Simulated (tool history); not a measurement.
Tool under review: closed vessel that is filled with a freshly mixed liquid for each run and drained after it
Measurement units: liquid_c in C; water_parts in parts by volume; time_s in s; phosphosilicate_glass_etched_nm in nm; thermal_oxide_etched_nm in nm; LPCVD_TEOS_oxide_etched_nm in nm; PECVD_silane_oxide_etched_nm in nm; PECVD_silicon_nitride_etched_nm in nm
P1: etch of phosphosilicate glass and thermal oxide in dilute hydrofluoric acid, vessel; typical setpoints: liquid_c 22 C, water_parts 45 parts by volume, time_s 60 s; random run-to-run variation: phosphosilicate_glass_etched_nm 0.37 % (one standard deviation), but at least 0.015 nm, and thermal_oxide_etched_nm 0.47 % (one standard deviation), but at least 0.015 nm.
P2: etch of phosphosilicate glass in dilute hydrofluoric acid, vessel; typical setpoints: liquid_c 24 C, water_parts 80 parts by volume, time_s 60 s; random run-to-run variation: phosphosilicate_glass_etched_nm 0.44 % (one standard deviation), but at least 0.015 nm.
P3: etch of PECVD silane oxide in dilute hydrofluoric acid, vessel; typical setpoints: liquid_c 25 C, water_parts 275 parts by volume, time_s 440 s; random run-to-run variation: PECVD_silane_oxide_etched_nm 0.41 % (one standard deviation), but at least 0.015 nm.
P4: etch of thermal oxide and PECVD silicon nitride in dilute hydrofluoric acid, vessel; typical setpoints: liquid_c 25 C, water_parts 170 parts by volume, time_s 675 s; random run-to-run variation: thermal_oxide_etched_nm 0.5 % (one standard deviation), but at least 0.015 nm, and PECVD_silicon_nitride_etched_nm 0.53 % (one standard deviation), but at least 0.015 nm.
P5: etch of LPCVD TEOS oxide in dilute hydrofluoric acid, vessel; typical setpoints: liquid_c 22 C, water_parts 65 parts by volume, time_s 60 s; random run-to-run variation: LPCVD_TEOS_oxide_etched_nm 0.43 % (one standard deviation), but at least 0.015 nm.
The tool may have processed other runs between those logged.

run,hour,process,liquid_c,water_parts,time_s,hours since the thermometer was replaced,hours since the hydrofluoric acid flow meter was replaced,phosphosilicate_glass_etched_nm,thermal_oxide_etched_nm,LPCVD_TEOS_oxide_etched_nm,PECVD_silane_oxide_etched_nm,PECVD_silicon_nitride_etched_nm
1,13.3,P1,22,45,60,1041.3,538.3,167.75,5.8577,,,
2,20.8,P1,22,45,100,1048.8,545.8,279.04,9.6839,,,
3,31.6,P1,22,65,60,1059.6,556.6,112.87,3.9418,,,
4,38.9,P2,24,80,30,1066.9,563.9,39.708,,,,
5,51,P5,17,65,60,1079,576,,,36.626,,
6,61.1,P3,25,275,30,1089.1,586.1,,,,2.2838,
7,69.9,P1,22,45,60,1097.9,594.9,168.64,5.7868,,,
8,80.8,P1,22,45,60,1108.8,605.8,167.08,5.827,,,
9,93.8,P3,25,275,440,1121.8,618.8,,,,33.798,
10,101.2,P1,22,45,60,1129.2,626.2,167.12,5.8453,,,
11,111.4,P5,22,110,60,1139.4,636.4,,,25.327,,
12,119,P5,22,65,60,1147,644,,,45.486,,
13,125.7,P2,30.5,80,60,1153.7,650.7,102.19,,,,
14,137,P3,17,275,440,1165,662,,,,25.143,
15,143.6,P1,22,25,60,1171.6,668.6,307.72,10.711,,,
16,157.2,P1,17,45,85,1185.2,682.2,191.27,6.7023,,,
17,168.8,P2,24,20,60,1196.8,693.8,343.01,,,,
18,175.7,P4,18,170,675,1203.7,700.7,,15.094,,,10.571
19,184.8,P1,22,45,60,1212.8,709.8,167.22,5.9099,,,
20,195.3,P1,22,45,30,1223.3,720.3,83.218,2.9104,,,
21,205.4,P4,25,55,675,1233.4,730.4,,69.715,,,51.065
22,214.3,P3,25,275,440,1242.3,739.3,,,,33.643,
23,227.8,P1,22,45,60,1255.8,752.8,167,5.8637,,,
24,235.9,P3,25,120,440,1263.9,760.9,,,,91.733,
25,248.1,P2,24,80,60,1276.1,773.1,78.885,,,,
26,261.1,P1,29.5,45,60,1289.1,786.1,227.43,7.9916,,,
27,269.1,P1,22,25,105,1297.1,794.1,540.29,18.801,,,
28,276.3,P5,22,65,30,1304.3,801.3,,,22.657,,
29,287.8,P1,22,45,60,1315.8,812.8,166.89,5.8509,,,
30,296.8,P4,25,170,675,1324.8,821.8,,19.675,,,16.712
31,308.1,P1,17.5,45,60,1336.1,833.1,137.69,4.8236,,,
32,321.5,P4,25,170,140,1349.5,846.5,,4.1142,,,3.4586
33,330.4,P1,22,45,60,1358.4,855.4,167.19,5.7679,,,
34,339.3,P1,22,45,60,1367.3,864.3,172.61,6.0387,,,
35,351.7,P1,22,45,60,1379.7,876.7,176.49,6.1979,,,
36,361.5,P1,22,45,60,1389.5,886.5,178.14,6.2588,,,
37,371.4,P1,22,45,60,1399.4,896.4,177.96,6.2219,,,
38,380.2,P1,22,45,60,1408.2,905.2,178.52,6.2271,,,
39,391.6,P1,22,45,60,1419.6,916.6,178.56,6.1983,,,

What P1 gives has crept off from where it sat before. The 2 causes that follow fit the log equally well, each at the size noted:
A: liquid hotter than its thermometer reads (K) = 1.58
B: hydrofluoric acid flow above the setpoint (%) = 6.42
At approximately hour 330.4, the process output began to creep.

Which of the check runs below tells the causes apart, meaning the causes would give it clearly different results? Each run uses 2 wafers whose results are averaged, and each result is shown as a question mark.
check 1,403,P4,25,170,190,,,,?,,,?
check 2,403,P5,19,110,60,,,,,?,,
check 3,403,P3,17,145,440,,,,,,?,
check 4,403,P2,24,30,30,,,?,,,,

Predicted outcomes, by check and by cause:
check,result,if A,if B
check 1,thermal_oxide_etched_nm,5.8685,5.9605
check 1,PECVD_silicon_nitride_etched_nm,5.2099,5.0175
check 2,LPCVD_TEOS_oxide_etched_nm,24.009,24.125
check 3,PECVD_silane_oxide_etched_nm,57.251,57.617
check 4,phosphosilicate_glass_etched_nm,120.04,119.91
Gap, in per cent, between the two causes that each check separates least, read from the result that separates them most: check 1 3.76 %; check 2 0.48 %; check 3 0.64 %; check 4 0.11 %
Only check 1 tells the causes apart: in the others they would give nearly the same result.

Check 1 has now been run. It gave: thermal_oxide_etched_nm 5.86 nm; PECVD_silicon_nitride_etched_nm 5.1736 nm. Which of the candidate causes is it?

It was cause A: liquid hotter than its thermometer reads (K).
